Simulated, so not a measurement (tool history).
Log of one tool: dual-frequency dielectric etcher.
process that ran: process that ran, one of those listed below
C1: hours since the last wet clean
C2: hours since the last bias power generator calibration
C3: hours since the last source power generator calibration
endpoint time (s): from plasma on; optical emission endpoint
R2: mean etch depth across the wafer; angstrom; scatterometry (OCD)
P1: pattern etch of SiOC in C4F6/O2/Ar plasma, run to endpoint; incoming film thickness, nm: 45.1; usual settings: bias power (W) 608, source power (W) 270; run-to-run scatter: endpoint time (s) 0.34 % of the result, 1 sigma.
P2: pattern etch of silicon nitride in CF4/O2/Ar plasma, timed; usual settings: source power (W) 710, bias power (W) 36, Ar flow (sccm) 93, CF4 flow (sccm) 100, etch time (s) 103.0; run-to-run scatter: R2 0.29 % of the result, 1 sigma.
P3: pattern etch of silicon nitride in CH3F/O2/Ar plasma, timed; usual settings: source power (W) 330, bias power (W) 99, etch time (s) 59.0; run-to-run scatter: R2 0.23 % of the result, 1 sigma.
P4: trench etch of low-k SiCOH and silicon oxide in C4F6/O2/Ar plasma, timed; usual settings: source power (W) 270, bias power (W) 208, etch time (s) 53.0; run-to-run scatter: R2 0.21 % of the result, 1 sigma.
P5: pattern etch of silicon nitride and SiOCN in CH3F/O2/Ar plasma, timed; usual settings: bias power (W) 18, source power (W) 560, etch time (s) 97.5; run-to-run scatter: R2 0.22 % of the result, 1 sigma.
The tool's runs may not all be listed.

{"run": 1, "hour": 14.8, "process that ran": "P1", "bias power (W)": 608, "source power (W)": 270, "C1": 173.0, "C2": 3145.3, "C3": 1455.1, "endpoint time (s)": 15.984}
{"run": 2, "hour": 29.2, "process that ran": "P3", "bias power (W)": 99, "source power (W)": 430, "etch time (s)": 59.0, "C1": 187.4, "C2": 3159.7, "C3": 1469.5, "R2": 463.81}
{"run": 3, "hour": 44.0, "process that ran": "P1", "bias power (W)": 608, "source power (W)": 270, "C1": 202.2, "C2": 3174.5, "C3": 1484.3, "endpoint time (s)": 16.026}
{"run": 4, "hour": 57.7, "process that ran": "P1", "bias power (W)": 608, "source power (W)": 220, "C1": 215.9, "C2": 3188.2, "C3": 1498.0, "endpoint time (s)": 17.108}
{"run": 5, "hour": 67.9, "process that ran": "P3", "bias power (W)": 140, "source power (W)": 330, "etch time (s)": 59.0, "C1": 226.1, "C2": 3198.4, "C3": 1508.2, "R2": 480.05}
{"run": 6, "hour": 81.9, "process that ran": "P2", "bias power (W)": 36, "source power (W)": 710, "etch time (s)": 142.5, "Ar flow (sccm)": 93, "CF4 flow (sccm)": 100, "C1": 240.1, "C2": 3212.4, "C3": 1522.2, "R2": 3319.0}
{"run": 7, "hour": 93.2, "process that ran": "P1", "bias power (W)": 481, "source power (W)": 170, "C1": 251.4, "C2": 3223.7, "C3": 1533.5, "endpoint time (s)": 20.844}
{"run": 8, "hour": 101.7, "process that ran": "P4", "bias power (W)": 208, "source power (W)": 270, "etch time (s)": 53.0, "C1": 259.9, "C2": 3232.2, "C3": 1542.0, "R2": 1582.2}
{"run": 9, "hour": 113.7, "process that ran": "P4", "bias power (W)": 208, "source power (W)": 270, "etch time (s)": 31.5, "C1": 271.9, "C2": 3244.2, "C3": 1554.0, "R2": 941.25}
{"run": 10, "hour": 128.5, "process that ran": "P1", "bias power (W)": 442, "source power (W)": 200, "C1": 286.7, "C2": 3259.0, "C3": 1568.8, "endpoint time (s)": 20.046}
{"run": 11, "hour": 142.7, "process that ran": "P2", "bias power (W)": 36, "source power (W)": 710, "etch time (s)": 103.0, "Ar flow (sccm)": 93, "CF4 flow (sccm)": 100, "C1": 300.9, "C2": 3273.2, "C3": 1583.0, "R2": 2402.4}
{"run": 12, "hour": 156.1, "process that ran": "P2", "bias power (W)": 36, "source power (W)": 490, "etch time (s)": 103.0, "Ar flow (sccm)": 93, "CF4 flow (sccm)": 100, "C1": 314.3, "C2": 3286.6, "C3": 1596.4, "R2": 1730.1}
{"run": 13, "hour": 163.5, "process that ran": "P1", "bias power (W)": 391, "source power (W)": 270, "C1": 321.7, "C2": 3294.0, "C3": 1603.8, "endpoint time (s)": 18.801}
{"run": 14, "hour": 175.6, "process that ran": "P1", "bias power (W)": 608, "source power (W)": 270, "C1": 333.8, "C2": 3306.1, "C3": 1615.9, "endpoint time (s)": 15.954}
{"run": 15, "hour": 191.8, "process that ran": "P3", "bias power (W)": 99, "source power (W)": 330, "etch time (s)": 59.0, "C1": 350.0, "C2": 3322.3, "C3": 1632.1, "R2": 419.05}
{"hour": 194.1, "done": "wet clean of the chamber"}
{"run": 16, "hour": 202.6, "process that ran": "P1", "bias power (W)": 384, "source power (W)": 370, "C1": 8.5, "C2": 3333.1, "C3": 1642.9, "endpoint time (s)": 16.866}
{"run": 17, "hour": 214.3, "process that ran": "P4", "bias power (W)": 208, "source power (W)": 270, "etch time (s)": 53.0, "C1": 20.2, "C2": 3344.8, "C3": 1654.6, "R2": 1583.0}
{"run": 18, "hour": 226.9, "process that ran": "P1", "bias power (W)": 608, "source power (W)": 270, "C1": 32.8, "C2": 3357.4, "C3": 1667.2, "endpoint time (s)": 15.962}
{"run": 19, "hour": 234.4, "process that ran": "P2", "bias power (W)": 26, "source power (W)": 710, "etch time (s)": 103.0, "Ar flow (sccm)": 93, "CF4 flow (sccm)": 100, "C1": 40.3, "C2": 3364.9, "C3": 1674.7, "R2": 2163.2}
{"run": 20, "hour": 241.4, "process that ran": "P5", "bias power (W)": 18, "source power (W)": 560, "etch time (s)": 97.5, "C1": 47.3, "C2": 3371.9, "C3": 1681.7, "R2": 132.38}
{"run": 21, "hour": 254.3, "process that ran": "P5", "bias power (W)": 18, "source power (W)": 560, "etch time (s)": 97.5, "C1": 60.2, "C2": 3384.8, "C3": 1694.6, "R2": 132.53}
{"run": 22, "hour": 261.8, "process that ran": "P1", "bias power (W)": 776, "source power (W)": 270, "C1": 67.7, "C2": 3392.3, "C3": 1702.1, "endpoint time (s)": 14.414}
{"run": 23, "hour": 276.5, "process that ran": "P4", "bias power (W)": 268, "source power (W)": 270, "etch time (s)": 53.0, "C1": 82.4, "C2": 3407.0, "C3": 1716.8, "R2": 1723.4}
{"run": 24, "hour": 283.7, "process that ran": "P3", "bias power (W)": 99, "source power (W)": 330, "etch time (s)": 33.5, "C1": 89.6, "C2": 3414.2, "C3": 1724.0, "R2": 239.11}
{"run": 25, "hour": 297.4, "process that ran": "P5", "bias power (W)": 18, "source power (W)": 780, "etch time (s)": 97.5, "C1": 103.3, "C2": 3427.9, "C3": 1737.7, "R2": 149.47}
{"run": 26, "hour": 305.1, "process that ran": "P5", "bias power (W)": 14, "source power (W)": 560, "etch time (s)": 97.5, "C1": 111.0, "C2": 3435.6, "C3": 1745.4, "R2": 119.67}
{"run": 27, "hour": 318.6, "process that ran": "P1", "bias power (W)": 608, "source power (W)": 370, "C1": 124.5, "C2": 3449.1, "C3": 1758.9, "endpoint time (s)": 14.301}
{"run": 28, "hour": 327.8, "process that ran": "P2", "bias power (W)": 36, "source power (W)": 710, "etch time (s)": 103.0, "Ar flow (sccm)": 93, "CF4 flow (sccm)": 127, "C1": 133.7, "C2": 3458.3, "C3": 1768.1, "R2": 2468.3}
{"run": 29, "hour": 342.7, "process that ran": "P4", "bias power (W)": 208, "source power (W)": 200, "etch time (s)": 53.0, "C1": 148.6, "C2": 3473.2, "C3": 1783.0, "R2": 1408.2}
{"run": 30, "hour": 358.5, "process that ran": "P2", "bias power (W)": 36, "source power (W)": 710, "etch time (s)": 103.0, "Ar flow (sccm)": 69, "CF4 flow (sccm)": 100, "C1": 164.4, "C2": 3489.0, "C3": 1798.8, "R2": 2490.3}
{"run": 31, "hour": 367.6, "process that ran": "P5", "bias power (W)": 18, "source power (W)": 560, "etch time (s)": 54.0, "C1": 173.5, "C2": 3498.1, "C3": 1807.9, "R2": 73.188}
{"run": 32, "hour": 380.9, "process that ran": "P1", "bias power (W)": 608, "source power (W)": 270, "C1": 186.8, "C2": 3511.4, "C3": 1821.2, "endpoint time (s)": 15.93}
{"run": 33, "hour": 393.1, "process that ran": "P1", "bias power (W)": 608, "source power (W)": 270, "C1": 199.0, "C2": 3523.6, "C3": 1833.4, "endpoint time (s)": 16.117}
{"run": 34, "hour": 401.9, "process that ran": "P1", "bias power (W)": 608, "source power (W)": 270, "C1": 207.8, "C2": 3532.4, "C3": 1842.2, "endpoint time (s)": 16.199}
{"run": 35, "hour": 416.5, "process that ran": "P1", "bias power (W)": 608, "source power (W)": 270, "C1": 222.4, "C2": 3547.0, "C3": 1856.8, "endpoint time (s)": 16.11}
{"hour": 422.4, "done": "wet clean of the chamber"}
{"run": 36, "hour": 427.6, "process that ran": "P1", "bias power (W)": 608, "source power (W)": 270, "C1": 5.2, "C2": 3558.1, "C3": 1867.9, "endpoint time (s)": 16.16}
{"run": 37, "hour": 437.9, "process that ran": "P1", "bias power (W)": 608, "source power (W)": 270, "C1": 15.5, "C2": 3568.4, "C3": 1878.2, "endpoint time (s)": 16.236}
{"run": 38, "hour": 449.8, "process that ran": "P1", "bias power (W)": 608, "source power (W)": 270, "C1": 27.4, "C2": 3580.3, "C3": 1890.1, "endpoint time (s)": 16.257}

What P1 gives has crept away from where it was. These 2 causes fit the log equally well, each at the size given:
A: source power that arrives under what is set, % = 4.62
B: bias power that arrives under what is set, % = 4.32
The creep began at about hour 380.9.
Why every other cause is out:
chamber walls in a state that lowers the etch rate, %: serviced at hour 422.4, which brought nothing back

4 check runs are offered, one wafer each, their results left as question marks. Which one tells the causes apart?
{"run": "check 1", "hour": 461.7, "process that ran": "P5", "bias power (W)": 18, "source power (W)": 560, "etch time (s)": 97.5, "R2": "?"}
{"run": "check 2", "hour": 461.7, "process that ran": "P3", "bias power (W)": 99, "source power (W)": 330, "etch time (s)": 59.0, "R2": "?"}
{"run": "check 3", "hour": 461.7, "process that ran": "P2", "bias power (W)": 36, "source power (W)": 710, "etch time (s)": 103.0, "Ar flow (sccm)": 93, "CF4 flow (sccm)": 100, "R2": "?"}
{"run": "check 4", "hour": 461.7, "process that ran": "P4", "bias power (W)": 208, "source power (W)": 270, "etch time (s)": 53.0, "R2": "?"}

What each check would give under each cause:
check=check_1 result=R2 if_A=130.110 if_B=129.950
check=check_2 result=R2 if_A=413.630 if_B=414.140
check=check_3 result=R2 if_A=2300.600 if_B=2364.100
check=check_4 result=R2 if_A=1552.200 if_B=1557.500
How far apart the two closest causes lie, in the result that separates them most: check 1 0.12 %; check 2 0.12 %; check 3 2.72 %; check 4 0.34 %
Only check 3 tells the causes apart: in the others they would give nearly the same result.

Then check 3 was run and gave: R2 2304.200 angstrom. Which cause is it?

It is A: source power that arrives under what is set, %.

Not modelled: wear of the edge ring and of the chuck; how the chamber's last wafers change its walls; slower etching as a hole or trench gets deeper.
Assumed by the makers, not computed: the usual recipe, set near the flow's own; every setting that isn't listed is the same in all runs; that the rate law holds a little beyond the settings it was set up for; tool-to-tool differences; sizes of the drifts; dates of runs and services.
